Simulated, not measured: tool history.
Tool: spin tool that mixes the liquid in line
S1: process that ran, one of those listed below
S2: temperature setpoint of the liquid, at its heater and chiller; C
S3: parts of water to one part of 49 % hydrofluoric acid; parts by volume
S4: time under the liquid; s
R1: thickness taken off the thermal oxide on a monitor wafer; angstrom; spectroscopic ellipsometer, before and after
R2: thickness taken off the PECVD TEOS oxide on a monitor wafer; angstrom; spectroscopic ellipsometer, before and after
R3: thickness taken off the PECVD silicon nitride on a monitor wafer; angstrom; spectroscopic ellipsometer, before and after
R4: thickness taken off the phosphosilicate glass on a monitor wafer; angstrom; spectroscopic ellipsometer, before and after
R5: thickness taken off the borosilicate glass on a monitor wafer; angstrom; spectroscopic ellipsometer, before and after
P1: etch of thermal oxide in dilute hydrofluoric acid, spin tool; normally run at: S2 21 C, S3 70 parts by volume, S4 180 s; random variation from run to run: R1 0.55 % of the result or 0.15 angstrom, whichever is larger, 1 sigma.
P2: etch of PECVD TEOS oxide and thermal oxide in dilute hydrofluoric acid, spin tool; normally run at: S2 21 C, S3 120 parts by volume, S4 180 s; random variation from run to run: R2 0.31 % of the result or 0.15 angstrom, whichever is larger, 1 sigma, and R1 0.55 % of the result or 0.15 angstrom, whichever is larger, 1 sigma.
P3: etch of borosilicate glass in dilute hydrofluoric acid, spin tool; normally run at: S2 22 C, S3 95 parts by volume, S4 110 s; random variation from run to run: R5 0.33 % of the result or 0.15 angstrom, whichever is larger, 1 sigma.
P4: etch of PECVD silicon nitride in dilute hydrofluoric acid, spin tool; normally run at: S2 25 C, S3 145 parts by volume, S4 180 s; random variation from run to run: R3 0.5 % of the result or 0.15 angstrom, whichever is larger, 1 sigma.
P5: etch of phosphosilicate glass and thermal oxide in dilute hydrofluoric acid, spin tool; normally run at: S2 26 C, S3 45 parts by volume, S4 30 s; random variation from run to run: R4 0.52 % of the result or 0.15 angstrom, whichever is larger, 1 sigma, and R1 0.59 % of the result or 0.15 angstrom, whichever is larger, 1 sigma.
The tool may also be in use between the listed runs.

run,hour,S1,S2,S3,S4,R1,R2,R3,R4,R5
1,6,P1,21,70,180,109.99,,,,
2,13.4,P1,21,70,40,24.455,,,,
3,18.6,P2,21,120,180,61.304,266.19,,,
4,24.4,P4,25,145,180,,,74.354,,
5,31.4,P5,26,20,30,82.154,,,3705.5,
6,35.5,P3,22,165,110,,,,,156.07
7,41,P5,33.5,45,30,47.845,,,2139.4,
8,45.9,P5,26,45,60,71.141,,,3190.7,
9,51,P1,21,105,40,15.513,,,,
10,57.6,P3,22,95,110,,,,,293.81
11,65.4,P2,17,120,180,51.504,227.32,,,
12,70.1,P1,21,70,180,108.81,,,,
13,75.5,P4,25,145,180,,,74.055,,
14,83,P3,17,95,110,,,,,236.17
15,90,P3,22,95,170,,,,,451.48
16,96.2,P4,18.5,145,180,,,48.797,,
17,101.1,P1,21,70,180,107.95,,,,
18,105.9,P4,25,145,365,,,150.97,,
19,112.9,P1,21,70,180,108.18,,,,
20,118.3,P1,21,70,360,218.41,,,,
21,124,P2,21,120,30,10.015,44.386,,,
22,129.1,P1,21,70,180,108.49,,,,
23,134.8,P1,21,30,180,267.87,,,,
24,138.5,P1,21,105,180,69.78,,,,
25,143.6,P1,28.5,70,180,146.08,,,,
26,151.1,P4,25,65,180,,,164.58,,
27,157.8,P5,26,45,30,34.994,,,1599.2,
28,161.4,P1,17,70,180,91.175,,,,
29,169.3,P2,21,210,180,32.012,138.94,,,
30,176.4,P1,21,70,180,107.94,,,,
31,180.1,P1,21,70,180,108.79,,,,
32,185.8,P1,21,70,180,104.86,,,,
33,191.6,P1,21,70,180,103.87,,,,
34,199.2,P1,21,70,180,102.32,,,,
35,203.3,P1,21,70,180,102.39,,,,
36,210.3,P1,21,70,180,102.49,,,,
37,217,P1,21,70,180,100.2,,,,
38,221.8,P1,21,70,180,101.83,,,,
39,227.5,P1,21,70,180,99.851,,,,
40,232.8,P1,21,70,180,101.65,,,,

What P1 gives has crept away from where it was. These 2 causes fit the log equally well, each at the size given:
A: liquid colder than its thermometer reads (K) = 1.79
B: hydrofluoric acid flow below the setpoint (%) = 6.66
The creep began at about hour 176.4.

4 check runs are offered, one wafer each, their results left as question marks. Which one tells the causes apart?
check 1,238.1,P2,21,120,180,?,?,,,
check 2,238.1,P5,26,45,30,?,,,?,
check 3,238.1,P4,25,145,180,,,?,,
check 4,238.1,P3,22,95,110,,,,,?

What each check would give under each cause:
check,result,if A,if B
check 1,R1,56.574,56.245
check 1,R2,248.1,246.66
check 2,R1,32.873,32.87
check 2,R4,1469.9,1469.8
check 3,R3,66.185,69.378
check 4,R5,271.91,270.86
How far apart the two closest causes lie, in the result that separates them most: check 1 0.58 %; check 2 0.01 %; check 3 4.71 %; check 4 0.39 %
Only check 3 tells the causes apart: in the others they would give nearly the same result.

Check 3 was then run and gave: R3 66.219 angstrom. Which cause is it?

It is A: liquid colder than its thermometer reads (K).
